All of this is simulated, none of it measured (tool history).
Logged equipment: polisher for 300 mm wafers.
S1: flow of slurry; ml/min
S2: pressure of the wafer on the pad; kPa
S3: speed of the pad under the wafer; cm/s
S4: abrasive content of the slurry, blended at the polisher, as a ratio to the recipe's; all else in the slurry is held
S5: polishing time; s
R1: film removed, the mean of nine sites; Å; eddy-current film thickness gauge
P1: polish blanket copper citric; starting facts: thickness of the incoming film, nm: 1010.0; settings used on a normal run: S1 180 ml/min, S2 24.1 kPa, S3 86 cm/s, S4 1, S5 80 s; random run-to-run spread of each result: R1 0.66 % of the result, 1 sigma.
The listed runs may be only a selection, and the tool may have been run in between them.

run	hour	S1	S2	S3	S4	S5	R1
1	16.6	180	24.1	86	1	80	1957.3
2	30.8	180	24.1	86	1	80	1988.5
3	46.1	180	24.1	86	1	80	1976.5
4	54.3	110	24.1	86	1	103	2342.2
5	66.1	180	24.1	86	1.3	80	2097.7
6	80	180	24.1	44	1	80	1037.9
7	95.4	180	32.4	86	1	80	2671.4
8	106.9	180	36.5	122	1	80	4202.1
9	119.9	180	24.1	86	0.7	80	1847.2
10	132.5	180	24.1	86	1	80	1968
11	144.6	180	24.1	116	1	80	2664.6
12	153.7	180	16.5	86	1	80	1379.1
13	167	180	24.1	86	1	80	1976.8
14	182.9	180	24.1	86	1	80	1989.5
15	191.9	180	33.8	86	1	98	3369.8
16	205.2	180	24.1	86	1	80	1990.1
17	213.3	110	24.1	86	1	80	1791.2
18	228.5	180	24.1	86	1	43	1072.4
19	238.5	275	24.1	86	1	80	2094.8
20	250.6	180	24.1	86	1	124	3022.2
21	264.8	180	24.1	86	1	80	1964.9
22	280.2	180	24.1	86	1	80	1927.2
23	293.3	180	24.1	86	1	80	1905
24	303.8	180	24.1	86	1	80	1873.1
# hour 315.4: worn pad replaced by a new one
25	320.3	180	24.1	86	1	80	1839.4
26	329.2	180	24.1	86	1	80	1867.9
27	345.4	180	24.1	86	1	80	1826
# hour 357.6: slurry blender recalibrated
28	361.4	180	24.1	86	1	80	1836
29	371.5	180	24.1	86	1	80	1799.7
30	387.4	180	24.1	86	1	80	1824.6
31	396.9	180	24.1	86	1	80	1808.5
32	406.3	180	24.1	86	1	80	1811.4

The output of P1 has drifted from where it used to be. Each of the 2 causes below, taken at the size shown beside it, accounts for the log equally well:
A: slurry flow missing at the pad, % = 38.8
B: head's pressure below its setpoint, % = 8.86
Onset of the creep was near hour 264.8.
What rules out each remaining cause:
removal rate lost through wear of the pad, %: maintenance at hour 315.4, after the shift began, did not return the process to its former output
abrasive missing from the slurry, %: maintenance at hour 357.6, after the shift began, did not return the process to its former output

The check runs listed below each take one wafer, and their results are still question marks. Under which run would the listed causes lead to clearly different results?
check 1	415.7	110	29	86	1	80	?
check 2	415.7	180	17.9	86	1	80	?
check 3	415.7	180	24.1	52	1	80	?
check 4	415.7	180	24.1	54	1	80	?

If the cause were each of the candidates in turn, the checks would give the following:
check	result	if A	if B
check 1	R1	1878.1	1973.2
check 2	R1	1354.6	1355.8
check 3	R1	1110.6	1112.4
check 4	R1	1151.7	1153.4
Distance between the nearest two causes, measured in the result of the check that separates them most: check 1 4.94 %; check 2 0.09 %; check 3 0.16 %; check 4 0.15 %
Check 1 is the one run that separates the causes; every other check would come out nearly the same whichever cause is at work.

The results of check 1 are: R1 1867.1 Å. Based on these, which of the listed causes is it?

Of the candidate causes, it is A: slurry flow missing at the pad, %.
